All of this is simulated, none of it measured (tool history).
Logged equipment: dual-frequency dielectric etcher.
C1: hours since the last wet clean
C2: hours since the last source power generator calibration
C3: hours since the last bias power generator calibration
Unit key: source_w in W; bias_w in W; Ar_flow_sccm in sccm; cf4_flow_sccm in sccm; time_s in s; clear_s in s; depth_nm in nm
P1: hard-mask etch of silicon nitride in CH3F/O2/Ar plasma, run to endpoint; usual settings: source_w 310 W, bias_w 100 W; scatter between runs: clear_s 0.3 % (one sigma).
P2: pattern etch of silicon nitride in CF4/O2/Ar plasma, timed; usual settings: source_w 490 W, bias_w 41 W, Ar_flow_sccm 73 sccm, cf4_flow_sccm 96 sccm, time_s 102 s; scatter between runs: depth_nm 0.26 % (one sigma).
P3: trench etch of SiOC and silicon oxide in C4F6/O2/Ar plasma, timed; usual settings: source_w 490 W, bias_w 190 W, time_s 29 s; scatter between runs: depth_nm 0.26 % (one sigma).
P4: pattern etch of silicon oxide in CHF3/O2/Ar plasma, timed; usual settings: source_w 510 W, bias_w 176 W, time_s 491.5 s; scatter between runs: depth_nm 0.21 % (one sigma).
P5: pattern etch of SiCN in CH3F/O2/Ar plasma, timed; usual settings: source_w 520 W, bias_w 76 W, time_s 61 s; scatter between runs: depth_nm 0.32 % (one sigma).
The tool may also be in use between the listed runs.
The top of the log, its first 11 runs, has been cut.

Run 12, hour 168: process P4, source_w 510 W, bias_w 176 W, time_s 643 s; C1 441.8; C2 1108.4; C3 522.2. Result: depth_nm 1167.5 nm.
Run 13, hour 185.3: process P2, source_w 490 W, bias_w 41 W, Ar_flow_sccm 73 sccm, cf4_flow_sccm 96 sccm, time_s 102 s; C1 459.1; C2 1125.7; C3 539.5. Result: depth_nm 188.43 nm.
Run 14, hour 195.4: process P1, source_w 180 W, bias_w 100 W; C1 469.2; C2 1135.8; C3 549.6. Result: clear_s 64.836 s.
Run 15, hour 208.2: process P4, source_w 610 W, bias_w 176 W, time_s 491.5 s; C1 482; C2 1148.6; C3 562.4. Result: depth_nm 955.3 nm.
Run 16, hour 222.9: process P4, source_w 510 W, bias_w 226 W, time_s 491.5 s; C1 496.7; C2 1163.3; C3 577.1. Result: depth_nm 972.55 nm.
Run 17, hour 232.5: process P1, source_w 390 W, bias_w 100 W; C1 506.3; C2 1172.9; C3 586.7. Result: clear_s 48.857 s.
Run 18, hour 250.6: process P5, source_w 520 W, bias_w 93 W, time_s 61 s; C1 524.4; C2 1191; C3 604.8. Result: depth_nm 26.606 nm.
Run 19, hour 266.5: process P1, source_w 310 W, bias_w 126 W; C1 540.3; C2 1206.9; C3 620.7. Result: clear_s 48.68 s.
Run 20, hour 280.8: process P1, source_w 250 W, bias_w 123 W; C1 554.6; C2 1221.2; C3 635. Result: clear_s 53.245 s.
Run 21, hour 289.2: process P5, source_w 520 W, bias_w 76 W, time_s 61 s; C1 563; C2 1229.6; C3 643.4. Result: depth_nm 24.685 nm.
Run 22, hour 307.7: process P5, source_w 390 W, bias_w 76 W, time_s 61 s; C1 581.5; C2 1248.1; C3 661.9. Result: depth_nm 22.181 nm.
Run 23, hour 316.6: process P1, source_w 310 W, bias_w 100 W; C1 590.4; C2 1257; C3 670.8. Result: clear_s 52.826 s.
Run 24, hour 330.6: process P2, source_w 320 W, bias_w 41 W, Ar_flow_sccm 73 sccm, cf4_flow_sccm 96 sccm, time_s 102 s; C1 604.4; C2 1271; C3 684.8. Result: depth_nm 129.12 nm.

Estimate the outcome of run 25 from the log above:
Run 25, hour 339.8: process P2, source_w 490 W, bias_w 41 W, Ar_flow_sccm 73 sccm, cf4_flow_sccm 60 sccm, time_s 102 s; C1 613.6; C2 1280.2; C3 694. Result: depth_nm ?.

depth_nm: 176.44 nm

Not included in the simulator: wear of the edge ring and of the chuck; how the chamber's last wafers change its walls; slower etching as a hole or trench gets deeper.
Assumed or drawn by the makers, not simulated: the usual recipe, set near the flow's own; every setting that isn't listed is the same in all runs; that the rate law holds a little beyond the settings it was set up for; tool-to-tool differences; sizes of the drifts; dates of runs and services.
